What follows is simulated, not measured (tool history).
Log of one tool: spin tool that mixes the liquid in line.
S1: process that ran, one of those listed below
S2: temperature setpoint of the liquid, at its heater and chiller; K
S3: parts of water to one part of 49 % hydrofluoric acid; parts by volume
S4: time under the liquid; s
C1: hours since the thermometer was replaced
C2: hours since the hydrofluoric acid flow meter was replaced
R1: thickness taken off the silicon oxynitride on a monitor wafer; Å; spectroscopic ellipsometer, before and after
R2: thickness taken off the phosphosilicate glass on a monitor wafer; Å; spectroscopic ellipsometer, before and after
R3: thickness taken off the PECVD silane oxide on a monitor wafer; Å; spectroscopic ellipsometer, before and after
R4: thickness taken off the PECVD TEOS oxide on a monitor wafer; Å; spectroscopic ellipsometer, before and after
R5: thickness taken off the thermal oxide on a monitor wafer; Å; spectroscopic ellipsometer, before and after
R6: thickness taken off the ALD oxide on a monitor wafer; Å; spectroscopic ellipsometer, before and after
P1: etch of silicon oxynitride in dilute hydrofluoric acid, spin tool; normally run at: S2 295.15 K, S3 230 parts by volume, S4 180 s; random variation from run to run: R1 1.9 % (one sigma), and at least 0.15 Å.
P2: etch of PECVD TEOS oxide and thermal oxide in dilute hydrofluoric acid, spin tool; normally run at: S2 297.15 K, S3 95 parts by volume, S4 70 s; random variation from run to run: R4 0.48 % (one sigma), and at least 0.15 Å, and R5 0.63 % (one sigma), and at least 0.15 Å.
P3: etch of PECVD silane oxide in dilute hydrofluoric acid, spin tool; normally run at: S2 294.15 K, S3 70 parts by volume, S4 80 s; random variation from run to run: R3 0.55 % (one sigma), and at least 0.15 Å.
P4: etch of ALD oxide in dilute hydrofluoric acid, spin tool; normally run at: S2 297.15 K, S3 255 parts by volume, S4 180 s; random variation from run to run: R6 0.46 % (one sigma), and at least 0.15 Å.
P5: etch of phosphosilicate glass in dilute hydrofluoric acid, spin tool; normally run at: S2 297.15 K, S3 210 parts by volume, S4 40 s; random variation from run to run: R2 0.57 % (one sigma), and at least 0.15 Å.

{"run": 1, "hour": 10.8, "S1": "P1", "S2": 295.15, "S3": 230, "S4": 180, "C1": 424.4, "C2": 1273.7, "R1": 14.069}
{"run": 2, "hour": 22.0, "S1": "P5", "S2": 297.15, "S3": 210, "S4": 40, "C1": 435.6, "C2": 1284.9, "R2": 236.83}
{"run": 3, "hour": 33.8, "S1": "P3", "S2": 294.15, "S3": 70, "S4": 80, "C1": 447.4, "C2": 1296.7, "R3": 269.54}
{"run": 4, "hour": 39.7, "S1": "P1", "S2": 290.15, "S3": 350, "S4": 180, "C1": 453.3, "C2": 1302.6, "R1": 6.8954}
{"run": 5, "hour": 44.9, "S1": "P2", "S2": 290.15, "S3": 95, "S4": 70, "C1": 458.5, "C2": 1307.8, "R4": 56.566, "R5": 25.564}
{"run": 6, "hour": 50.2, "S1": "P5", "S2": 290.15, "S3": 210, "S4": 40, "C1": 463.8, "C2": 1313.1, "R2": 181.05}
{"run": 7, "hour": 57.4, "S1": "P1", "S2": 295.15, "S3": 230, "S4": 180, "C1": 471, "C2": 1320.3, "R1": 13.466}
{"run": 8, "hour": 68.2, "S1": "P3", "S2": 294.15, "S3": 35, "S4": 80, "C1": 481.8, "C2": 1331.1, "R3": 568.64}
{"run": 9, "hour": 74.9, "S1": "P2", "S2": 297.15, "S3": 95, "S4": 70, "C1": 488.5, "C2": 1337.8, "R4": 75.851, "R5": 33.41}
{"run": 10, "hour": 83.7, "S1": "P4", "S2": 297.15, "S3": 410, "S4": 180, "C1": 497.3, "C2": 1346.6, "R6": 35.688}
{"run": 11, "hour": 95.5, "S1": "P2", "S2": 297.15, "S3": 95, "S4": 15, "C1": 509.1, "C2": 1358.4, "R4": 16.442, "R5": 7.1289}
{"run": 12, "hour": 105.0, "S1": "P1", "S2": 295.15, "S3": 230, "S4": 15, "C1": 518.6, "C2": 1367.9, "R1": 0.96975}
{"run": 13, "hour": 110.3, "S1": "P1", "S2": 290.15, "S3": 230, "S4": 180, "C1": 523.9, "C2": 1373.2, "R1": 11.458}
{"run": 14, "hour": 120.3, "S1": "P1", "S2": 295.15, "S3": 230, "S4": 180, "C1": 533.9, "C2": 1383.2, "R1": 13.766}
{"run": 15, "hour": 125.5, "S1": "P1", "S2": 295.15, "S3": 230, "S4": 180, "C1": 539.1, "C2": 1388.4, "R1": 14.653}
{"run": 16, "hour": 131.3, "S1": "P4", "S2": 303.15, "S3": 255, "S4": 180, "C1": 544.9, "C2": 1394.2, "R6": 81.173}
{"run": 17, "hour": 140.3, "S1": "P1", "S2": 295.15, "S3": 40, "S4": 180, "C1": 553.9, "C2": 1403.2, "R1": 93.618}
{"run": 18, "hour": 147.8, "S1": "P1", "S2": 295.15, "S3": 230, "S4": 180, "C1": 561.4, "C2": 1410.7, "R1": 14.256}
{"run": 19, "hour": 157.6, "S1": "P5", "S2": 297.15, "S3": 45, "S4": 40, "C1": 571.2, "C2": 1420.5, "R2": 1348.6}
{"run": 20, "hour": 169.0, "S1": "P4", "S2": 297.15, "S3": 255, "S4": 180, "C1": 582.6, "C2": 1431.9, "R6": 66.25}
{"run": 21, "hour": 177.7, "S1": "P1", "S2": 295.15, "S3": 340, "S4": 180, "C1": 591.3, "C2": 1440.6, "R1": 8.6996}
{"run": 22, "hour": 185.5, "S1": "P3", "S2": 294.15, "S3": 70, "S4": 25, "C1": 599.1, "C2": 1448.4, "R3": 85.269}
{"run": 23, "hour": 195.2, "S1": "P2", "S2": 297.15, "S3": 95, "S4": 70, "C1": 608.8, "C2": 1458.1, "R4": 75.562, "R5": 33.93}
{"run": 24, "hour": 203.8, "S1": "P1", "S2": 303.15, "S3": 230, "S4": 180, "C1": 617.4, "C2": 1466.7, "R1": 19.012}
{"run": 25, "hour": 212.9, "S1": "P4", "S2": 297.15, "S3": 255, "S4": 15, "C1": 626.5, "C2": 1475.8, "R6": 5.5098}
{"run": 26, "hour": 223.4, "S1": "P5", "S2": 297.15, "S3": 210, "S4": 40, "C1": 637, "C2": 1486.3, "R2": 237.18}
{"run": 27, "hour": 230.2, "S1": "P1", "S2": 295.15, "S3": 230, "S4": 335, "C1": 643.8, "C2": 1493.1, "R1": 26.722}
{"run": 28, "hour": 236.6, "S1": "P2", "S2": 297.15, "S3": 35, "S4": 70, "C1": 650.2, "C2": 1499.5, "R4": 223.34, "R5": 99.779}
{"run": 29, "hour": 247.8, "S1": "P1", "S2": 295.15, "S3": 230, "S4": 180, "C1": 661.4, "C2": 1510.7, "R1": 14.238}
{"run": 30, "hour": 257.0, "S1": "P3", "S2": 300.65, "S3": 70, "S4": 80, "C1": 670.6, "C2": 1519.9, "R3": 352.4}
{"run": 31, "hour": 265.8, "S1": "P5", "S2": 297.15, "S3": 210, "S4": 15, "C1": 679.4, "C2": 1528.7, "R2": 88.526}
{"run": 32, "hour": 273.5, "S1": "P1", "S2": 290.15, "S3": 230, "S4": 60, "C1": 687.1, "C2": 1536.4, "R1": 3.9407}
{"run": 33, "hour": 279.1, "S1": "P1", "S2": 295.15, "S3": 230, "S4": 180, "C1": 692.7, "C2": 1542, "R1": 14.569}
{"run": 34, "hour": 287.0, "S1": "P1", "S2": 295.15, "S3": 230, "S4": 180, "C1": 700.6, "C2": 1549.9, "R1": 14.547}
{"run": 35, "hour": 294.8, "S1": "P1", "S2": 295.15, "S3": 230, "S4": 180, "C1": 708.4, "C2": 1557.7, "R1": 14.744}
{"run": 36, "hour": 306.2, "S1": "P1", "S2": 295.15, "S3": 230, "S4": 180, "C1": 719.8, "C2": 1569.1, "R1": 15.164}
{"run": 37, "hour": 317.3, "S1": "P1", "S2": 295.15, "S3": 230, "S4": 180, "C1": 730.9, "C2": 1580.2, "R1": 15.813}
{"run": 38, "hour": 323.7, "S1": "P1", "S2": 295.15, "S3": 230, "S4": 180, "C1": 737.3, "C2": 1586.6, "R1": 15.428}
{"run": 39, "hour": 329.6, "S1": "P1", "S2": 295.15, "S3": 230, "S4": 180, "C1": 743.2, "C2": 1592.5, "R1": 14.838}

What P1 gives has crept away from where it was. These 2 causes fit the log equally well, each at the size given:
A: liquid hotter than its thermometer reads (K) = 2.45
B: hydrofluoric acid flow above the setpoint (%) = 9.87
The creep began at about hour 279.1.

4 check runs are offered, one wafer each, their results left as question marks. Which one tells the causes apart?
{"run": "check 1", "hour": 335.5, "S1": "P5", "S2": 297.15, "S3": 55, "S4": 15, "R2": "?"}
{"run": "check 2", "hour": 335.5, "S1": "P4", "S2": 302.65, "S3": 360, "S4": 180, "R6": "?"}
{"run": "check 3", "hour": 335.5, "S1": "P3", "S2": 299.15, "S3": 50, "S4": 80, "R3": "?"}
{"run": "check 4", "hour": 335.5, "S1": "P2", "S2": 297.15, "S3": 65, "S4": 30, "R4": "?", "R5": "?"}

What each check would give under each cause:
check=check_1 result=R2 if_A=449.64 if_B=450.18
check=check_2 result=R6 if_A=54.723 if_B=57.682
check=check_3 result=R3 if_A=528.32 if_B=529.43
check=check_4 result=R4 if_A=54.408 if_B=54.577
check=check_4 result=R5 if_A=24.377 if_B=24.453
How far apart the two closest causes lie, in the result that separates them most: check 1 0.12 %; check 2 5.27 %; check 3 0.21 %; check 4 0.31 %
Check 2 tells the causes apart: in the others they would give nearly the same result.

Check 2 was then run and gave: R6 57.555 Å. Which cause is it?

It is B: hydrofluoric acid flow above the setpoint (%).
